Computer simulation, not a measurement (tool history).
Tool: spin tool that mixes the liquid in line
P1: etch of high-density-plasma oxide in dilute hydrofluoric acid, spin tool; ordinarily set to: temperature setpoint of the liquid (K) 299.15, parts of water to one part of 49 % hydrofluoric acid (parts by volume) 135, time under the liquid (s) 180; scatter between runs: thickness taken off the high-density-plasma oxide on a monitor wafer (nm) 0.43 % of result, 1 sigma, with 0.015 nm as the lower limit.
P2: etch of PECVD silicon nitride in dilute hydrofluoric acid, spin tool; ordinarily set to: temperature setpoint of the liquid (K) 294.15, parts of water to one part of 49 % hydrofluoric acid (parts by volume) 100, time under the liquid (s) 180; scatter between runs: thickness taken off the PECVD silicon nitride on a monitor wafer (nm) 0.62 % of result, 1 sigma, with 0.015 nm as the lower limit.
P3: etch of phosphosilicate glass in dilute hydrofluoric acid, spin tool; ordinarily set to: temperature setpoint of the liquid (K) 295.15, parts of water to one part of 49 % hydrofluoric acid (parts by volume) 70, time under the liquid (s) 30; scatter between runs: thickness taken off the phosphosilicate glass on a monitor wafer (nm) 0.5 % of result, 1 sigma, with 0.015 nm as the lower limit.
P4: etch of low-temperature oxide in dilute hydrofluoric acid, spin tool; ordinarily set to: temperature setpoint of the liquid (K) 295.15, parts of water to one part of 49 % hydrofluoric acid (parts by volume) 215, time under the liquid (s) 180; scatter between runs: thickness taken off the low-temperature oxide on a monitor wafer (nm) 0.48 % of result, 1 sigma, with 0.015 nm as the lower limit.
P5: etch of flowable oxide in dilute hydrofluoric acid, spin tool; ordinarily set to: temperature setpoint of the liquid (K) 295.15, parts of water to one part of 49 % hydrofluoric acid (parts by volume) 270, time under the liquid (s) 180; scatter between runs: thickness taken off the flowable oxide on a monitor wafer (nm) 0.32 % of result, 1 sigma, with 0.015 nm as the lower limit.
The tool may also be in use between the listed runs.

run   hour  process that ran  temperature setpoint of the liquid (K)  parts of water to one part of 49 % hydrofluoric acid (parts by volume)  time under the liquid (s)  thickness taken off the high-density-plasma oxide on a monitor wafer (nm)  thickness taken off the PECVD silicon nitride on a monitor wafer (nm)  thickness taken off the phosphosilicate glass on a monitor wafer (nm)  thickness taken off the low-temperature oxide on a monitor wafer (nm)  thickness taken off the flowable oxide on a monitor wafer (nm)
  1   13.3                P1                                  299.15                                                                     135                        180                                                                     6.9201
  2   23.5                P2                                  294.15                                                                     100                        180                                                                                                                                            3.2022
  3   40.9                P1                                  303.15                                                                     135                         80                                                                     3.5571
  4   52.6                P1                                  299.15                                                                     135                        180                                                                     6.9197
  5   69.0                P1                                  293.15                                                                     135                        180                                                                     5.4802
  6   79.9                P1                                  299.15                                                                     210                        180                                                                     4.0625
  7   88.6                P3                                  295.15                                                                      70                         30                                                                                                                                                                                                                   43.305
  8  102.7                P3                                  290.15                                                                      70                         30                                                                                                                                                                                                                   35.096
  9  113.8                P3                                  295.15                                                                      70                         15                                                                                                                                                                                                                   21.556
 10  127.0                P1                                  299.15                                                                     135                        180                                                                     6.9447
 11  138.2                P4                                  295.15                                                                     215                        180                                                                                                                                                                                                                                                                                          8.9013
 12  156.4                P2                                  294.15                                                                     155                        180                                                                                                                                            2.0811
 13  165.8                P1                                  299.15                                                                     135                        280                                                                    10.7690
 14  181.7                P1                                  299.15                                                                     135                         80                                                                     3.0788
 15  193.1                P5                                  295.15                                                                     110                        180                                                                                                                                                                                                                                                                                                                                                          54.839
 16  209.4                P5                                  295.15                                                                     270                        330                                                                                                                                                                                                                                                                                                                                                          34.353
 17  221.9                P4                                  295.15                                                                     215                        180                                                                                                                                                                                                                                                                                          8.9231
 18  237.7                P1                                  306.65                                                                      60                        180                                                                    23.0230
 19  255.6                P3                                  295.15                                                                      70                         30                                                                                                                                                                                                                   43.465
 20  264.0                P4                                  299.15                                                                     215                        180                                                                                                                                                                                                                                                                                         10.2490
 21  273.1                P2                                  294.15                                                                     100                         90                                                                                                                                            1.6029
 22  287.4                P4                                  295.15                                                                      55                        180                                                                                                                                                                                                                                                                                         41.7200
 23  296.7                P5                                  295.15                                                                     270                        180                                                                                                                                                                                                                                                                                                                                                          18.896
 24  305.0                P5                                  290.15                                                                     270                        180                                                                                                                                                                                                                                                                                                                                                          15.655
 25  320.7                P1                                  307.15                                                                     135                        180                                                                     9.2911
 26  333.4                P2                                  294.15                                                                     100                        180                                                                                                                                            3.2230
 27  346.4                P4                                  295.15                                                                     215                        345                                                                                                                                                                                                                                                                                         17.0420
 28  356.7                P1                                  299.15                                                                     135                        180                                                                     6.9560
 29  368.0                P2                                  290.15                                                                     100                        180                                                                                                                                            2.4274
 30  380.7                P1                                  299.15                                                                      40                        180                                                                    26.5220
 31  398.1                P3                                  295.15                                                                     115                         30                                                                                                                                                                                                                   24.953
 32  415.5                P1                                  299.15                                                                     135                        180                                                                     6.9567
 33  433.4                P1                                  299.15                                                                     135                        180                                                                     6.6569
 34  448.2                P1                                  299.15                                                                     135                        180                                                                     6.5216
 35  456.5                P1                                  299.15                                                                     135                        180                                                                     6.5423
 36  471.6                P1                                  299.15                                                                     135                        180                                                                     6.4129
 37  485.2                P1                                  299.15                                                                     135                        180                                                                     6.4538
 38  498.4                P1                                  299.15                                                                     135                        180                                                                     6.5455

What P1 gives has crept away from where it was. These 2 causes fit the log equally well, each at the size given:
A: liquid colder than its thermometer reads (K) = 1.77
B: hydrofluoric acid flow below the setpoint (%) = 5.62
The onset of the drift is placed at about hour 415.5.

Which of the 4 check runs listed below, each an average over 2 wafers with its results shown as question marks, gives clearly different results under the different listed causes?
check 1  511.6                P2                                  294.15                                                                     135                        180                                                                                                                                                 ?
check 2  511.6                P3                                  295.15                                                                     100                         30                                                                                                                                                                                                                        ?
check 3  511.6                P5                                  290.15                                                                     270                        320                                                                                                                                                                                                                                                                                                                                                               ?
check 4  511.6                P4                                  298.15                                                                      70                        180                                                                                                                                                                                                                                                                                               ?

Outcome of each check run for each possible cause:
  check                                                                 result     if A     if B
check 1  thickness taken off the PECVD silicon nitride on a monitor wafer (nm)   2.1224   2.2586
check 2  thickness taken off the phosphosilicate glass on a monitor wafer (nm)   27.233   27.431
check 3         thickness taken off the flowable oxide on a monitor wafer (nm)   26.016   25.944
check 4  thickness taken off the low-temperature oxide on a monitor wafer (nm)  33.9550  34.2380
Per-check spread between the two closest causes, in the result where they differ most: check 1 6.22 %; check 2 0.72 %; check 3 0.28 %; check 4 0.83 %
Check 1 tells the causes apart: in the others they would give nearly the same result.

With check 1 done, the readings were: thickness taken off the PECVD silicon nitride on a monitor wafer (nm) 2.1309. Identify which of the listed causes applies.

The cause is A: liquid colder than its thermometer reads (K).
